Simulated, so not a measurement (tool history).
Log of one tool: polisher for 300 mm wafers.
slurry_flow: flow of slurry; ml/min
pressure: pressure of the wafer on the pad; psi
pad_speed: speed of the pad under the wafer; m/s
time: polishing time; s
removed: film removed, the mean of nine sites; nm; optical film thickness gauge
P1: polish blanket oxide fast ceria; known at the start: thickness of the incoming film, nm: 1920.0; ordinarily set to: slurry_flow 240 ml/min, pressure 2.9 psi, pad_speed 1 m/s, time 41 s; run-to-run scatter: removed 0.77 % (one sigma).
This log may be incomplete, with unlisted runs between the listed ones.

run	day	slurry_flow	pressure	pad_speed	time	wafers polished on this pad	hours since the slurry nozzle was cleaned	hours since the head pressure was calibrated	removed
1	0.562	240	2.9	1	41	358	217.5	765.8	752.9
2	1.212	240	2.9	1	52	518	233.1	781.4	939.09
3	1.604	240	2.9	1	41	614	242.5	790.8	757.57
4	2.171	240	2.9	1	41	754	256.1	804.4	745.24
5	2.546	240	2.9	1	41	846	265.1	813.4	756.47
6	3.125	240	4.2	1	41	989	279	827.3	1082.8
7	3.65	330	2.9	1	29	1118	291.6	839.9	548.49
8	4.079	240	1.4	1	41	1224	301.9	850.2	361.48
9	4.488	240	2.9	1	41	1324	311.7	860	753.07
10	4.921	145	2.9	1	41	1431	322.1	870.4	699.22
11	5.671	240	2.9	1.54	41	1615	340.1	888.4	1148.4
12	6.354	240	2.9	0.66	41	1784	356.5	904.8	494.02
13	7.079	365	2.9	1	41	1962	373.9	922.2	776.71
14	7.608	240	2.9	1	41	2092	386.6	934.9	746.15
15	7.933	240	2.9	1	41	2172	394.4	942.7	744.56
16	8.625	240	2.9	1	18	2343	411	959.3	331.72
17	9.062	365	2.2	1	41	2450	421.5	969.8	600.26
18	9.633	240	2.9	1	41	2591	435.2	983.5	745.76
19	10.254	240	2.9	1	41	2744	450.1	998.4	738.41
20	10.583	240	2.9	1	41	2825	458	1006.3	738.22
21	10.996	240	2.9	1	41	2926	467.9	1016.2	730.66
22	11.358	240	2.9	1	41	3015	476.6	1024.9	728.59
23	11.758	240	2.9	1	41	3114	486.2	1034.5	731.97
24	12.104	240	2.9	1	41	3199	494.5	1042.8	722.73
# day 12.333: worn pad replaced by a new one
25	12.658	240	2.9	1	41	80	507.8	1056.1	718.28
26	13.046	240	2.9	1	41	175	517.1	1065.4	718.56
27	13.383	240	2.9	1	41	258	525.2	1073.5	711.35
28	14.025	240	2.9	1	41	416	540.6	1088.9	721.78

Compared with where it was, what P1 gives has crept away. Each cause listed below fits the log as well as the rest, at the size given for it:
A: head's pressure below its setpoint, % = 4.4
B: slurry flow missing at the pad, % = 29.2
The drift started at roughly day 9.633.
Other possible causes, and why each is ruled out:
removal rate lost through wear of the pad, %: serviced after onset, at day 12.333, with no recovery of the prior output

Each of the check runs listed below is run on 5 wafers and reports their average, with the results left as question marks. Pick the one under which the possible causes would lead to clearly different results.
check 1	14.667	150	2.9	1	25				?
check 2	14.667	240	1.6	1	41				?
check 3	14.667	240	3.9	1	41				?
check 4	14.667	240	4.1	1	41				?

Predicted outcomes, by check and by cause:
check	result	if A	if B
check 1	removed	409.49	399.57
check 2	removed	395.48	395.47
check 3	removed	963.98	963.97
check 4	removed	1013.4	1013.4
Minimum pairwise separation of causes per check, each pair taken at its best-separating result: check 1 2.45 %; check 2 0 %; check 3 0 %; check 4 0 %
Only check 1 tells the causes apart: in the others they would give nearly the same result.

With check 1 done, the readings were: removed 398.58 nm. Identify which of the listed causes applies.

The correct cause is B, namely: slurry flow missing at the pad, %.
